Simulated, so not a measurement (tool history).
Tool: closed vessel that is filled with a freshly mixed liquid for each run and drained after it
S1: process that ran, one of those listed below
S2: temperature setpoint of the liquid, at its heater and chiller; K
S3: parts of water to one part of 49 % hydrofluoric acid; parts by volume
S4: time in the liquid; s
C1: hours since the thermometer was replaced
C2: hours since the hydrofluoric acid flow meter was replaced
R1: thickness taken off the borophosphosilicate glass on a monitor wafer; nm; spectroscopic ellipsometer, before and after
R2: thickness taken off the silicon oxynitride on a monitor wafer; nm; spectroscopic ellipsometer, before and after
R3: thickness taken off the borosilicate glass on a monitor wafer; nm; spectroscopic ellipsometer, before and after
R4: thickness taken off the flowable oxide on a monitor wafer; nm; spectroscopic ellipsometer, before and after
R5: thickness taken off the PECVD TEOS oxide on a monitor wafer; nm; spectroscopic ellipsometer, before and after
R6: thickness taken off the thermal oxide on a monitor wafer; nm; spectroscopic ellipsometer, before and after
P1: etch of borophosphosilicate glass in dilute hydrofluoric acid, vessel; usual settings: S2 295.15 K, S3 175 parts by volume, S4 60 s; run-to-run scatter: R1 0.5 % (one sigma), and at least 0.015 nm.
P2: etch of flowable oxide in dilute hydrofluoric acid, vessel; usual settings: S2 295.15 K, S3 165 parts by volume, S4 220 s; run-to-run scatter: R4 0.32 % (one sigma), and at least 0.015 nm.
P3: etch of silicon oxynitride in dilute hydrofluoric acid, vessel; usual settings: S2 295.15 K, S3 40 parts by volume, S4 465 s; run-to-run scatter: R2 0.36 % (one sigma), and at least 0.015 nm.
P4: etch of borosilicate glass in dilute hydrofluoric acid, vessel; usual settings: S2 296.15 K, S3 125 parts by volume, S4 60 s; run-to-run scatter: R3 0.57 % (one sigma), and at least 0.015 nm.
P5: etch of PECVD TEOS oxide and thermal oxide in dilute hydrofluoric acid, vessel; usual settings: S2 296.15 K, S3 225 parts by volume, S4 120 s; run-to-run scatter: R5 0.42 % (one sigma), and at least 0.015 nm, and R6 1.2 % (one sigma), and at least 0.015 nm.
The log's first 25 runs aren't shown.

run	day	S1	S2	S3	S4	C1	C2	R1	R2	R3	R4	R5	R6
26	7.067	P2	295.15	165	30	1710.4	675.4				8.1847		
27	7.350	P5	300.15	225	120	1717.2	682.2					11.3020	2.3863
28	7.667	P1	295.15	175	60	1724.8	689.8	17.2150					
29	7.938	P3	295.15	40	65	1731.3	696.3		5.022				
30	8.271	P1	295.15	35	60	1739.3	704.3	102.4600					
31	8.446	P2	295.15	165	220	1743.5	708.5				59.5030		
32	8.754	P5	296.15	225	215	1750.9	715.9					17.2560	3.7476
33	8.962	P1	290.15	270	60	1755.9	720.9	8.4325					
34	9.162	P1	295.15	175	60	1760.7	725.7	17.3080					
35	9.467	P1	295.15	175	60	1768.0	733.0	17.7040					
36	9.658	P1	295.15	175	60	1772.6	737.6	17.9720					
37	9.938	P1	295.15	175	60	1779.3	744.3	18.0910					
38	10.271	P1	295.15	175	60	1787.3	752.3	18.3060					
39	10.538	P1	295.15	175	60	1793.7	758.7	18.3570					
40	10.879	P1	295.15	175	60	1801.9	766.9	18.3470					

The next listed run, before its measurement:
41	11.250	P1	295.15	175	60	1810.8	775.8	?					

{"run 41": {"R1": 18.687}}
